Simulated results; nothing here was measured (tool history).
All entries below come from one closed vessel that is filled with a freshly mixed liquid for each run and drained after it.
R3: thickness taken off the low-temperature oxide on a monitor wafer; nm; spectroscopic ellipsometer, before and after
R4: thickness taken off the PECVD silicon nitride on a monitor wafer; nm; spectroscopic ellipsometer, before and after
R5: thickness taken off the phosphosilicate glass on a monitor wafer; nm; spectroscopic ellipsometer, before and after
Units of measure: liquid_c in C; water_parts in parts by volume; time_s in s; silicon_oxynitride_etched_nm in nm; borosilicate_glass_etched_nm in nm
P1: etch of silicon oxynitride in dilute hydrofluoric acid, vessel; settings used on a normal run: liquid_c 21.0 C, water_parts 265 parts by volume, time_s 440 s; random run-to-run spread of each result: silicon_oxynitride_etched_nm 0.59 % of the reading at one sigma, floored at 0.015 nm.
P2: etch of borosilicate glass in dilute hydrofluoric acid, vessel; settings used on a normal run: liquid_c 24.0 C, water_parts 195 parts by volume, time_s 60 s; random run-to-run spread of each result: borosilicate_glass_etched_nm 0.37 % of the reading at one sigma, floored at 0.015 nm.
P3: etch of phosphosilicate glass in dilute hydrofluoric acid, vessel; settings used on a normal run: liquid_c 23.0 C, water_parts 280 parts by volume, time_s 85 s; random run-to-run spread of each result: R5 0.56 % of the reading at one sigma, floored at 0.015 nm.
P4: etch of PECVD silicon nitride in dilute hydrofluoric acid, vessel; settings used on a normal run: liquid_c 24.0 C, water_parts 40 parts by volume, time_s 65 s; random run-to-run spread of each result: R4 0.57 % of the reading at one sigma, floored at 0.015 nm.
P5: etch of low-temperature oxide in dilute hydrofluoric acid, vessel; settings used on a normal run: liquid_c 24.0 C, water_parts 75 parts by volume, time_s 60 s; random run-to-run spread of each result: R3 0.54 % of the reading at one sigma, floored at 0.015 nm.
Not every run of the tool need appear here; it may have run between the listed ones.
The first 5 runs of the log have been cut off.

{"run": 6, "hour": 74.1, "process": "P2", "liquid_c": 17.5, "water_parts": 195, "time_s": 60, "borosilicate_glass_etched_nm": 8.3499}
{"run": 7, "hour": 89.0, "process": "P5", "liquid_c": 24.0, "water_parts": 75, "time_s": 30, "R3": 4.2649}
{"run": 8, "hour": 103.7, "process": "P5", "liquid_c": 24.0, "water_parts": 75, "time_s": 60, "R3": 8.5862}
{"run": 9, "hour": 113.9, "process": "P1", "liquid_c": 21.0, "water_parts": 265, "time_s": 440, "silicon_oxynitride_etched_nm": 6.1134}
{"run": 10, "hour": 123.5, "process": "P4", "liquid_c": 24.0, "water_parts": 40, "time_s": 65, "R4": 5.9486}
{"run": 11, "hour": 131.9, "process": "P1", "liquid_c": 27.5, "water_parts": 265, "time_s": 440, "silicon_oxynitride_etched_nm": 8.0601}
{"run": 12, "hour": 147.9, "process": "P1", "liquid_c": 17.0, "water_parts": 265, "time_s": 440, "silicon_oxynitride_etched_nm": 5.0816}
{"run": 13, "hour": 159.6, "process": "P2", "liquid_c": 24.0, "water_parts": 195, "time_s": 60, "borosilicate_glass_etched_nm": 10.77}
{"run": 14, "hour": 174.8, "process": "P3", "liquid_c": 23.0, "water_parts": 125, "time_s": 85, "R5": 54.752}
{"run": 15, "hour": 184.2, "process": "P4", "liquid_c": 30.5, "water_parts": 40, "time_s": 65, "R4": 9.227}
{"run": 16, "hour": 192.7, "process": "P1", "liquid_c": 25.5, "water_parts": 420, "time_s": 440, "silicon_oxynitride_etched_nm": 4.2024}
{"run": 17, "hour": 208.2, "process": "P5", "liquid_c": 24.0, "water_parts": 25, "time_s": 60, "R3": 27.3}
{"run": 18, "hour": 216.3, "process": "P2", "liquid_c": 24.0, "water_parts": 70, "time_s": 60, "borosilicate_glass_etched_nm": 34.549}
{"run": 19, "hour": 230.0, "process": "P1", "liquid_c": 21.0, "water_parts": 265, "time_s": 440, "silicon_oxynitride_etched_nm": 6.1076}
{"run": 20, "hour": 243.6, "process": "P1", "liquid_c": 21.0, "water_parts": 265, "time_s": 440, "silicon_oxynitride_etched_nm": 6.1221}
{"run": 21, "hour": 257.0, "process": "P3", "liquid_c": 23.0, "water_parts": 280, "time_s": 85, "R5": 20.552}
{"run": 22, "hour": 274.7, "process": "P3", "liquid_c": 23.0, "water_parts": 280, "time_s": 140, "R5": 34.234}
{"run": 23, "hour": 288.9, "process": "P1", "liquid_c": 21.0, "water_parts": 390, "time_s": 775, "silicon_oxynitride_etched_nm": 6.8126}
{"run": 24, "hour": 301.3, "process": "P5", "liquid_c": 19.5, "water_parts": 75, "time_s": 60, "R3": 7.1671}

Run 25 comes next. What will it give?
{"run": 25, "hour": 312.9, "process": "P1", "liquid_c": 21.0, "water_parts": 455, "time_s": 440, "silicon_oxynitride_etched_nm": "?"}

silicon_oxynitride_etched_nm: 3.1623 nm
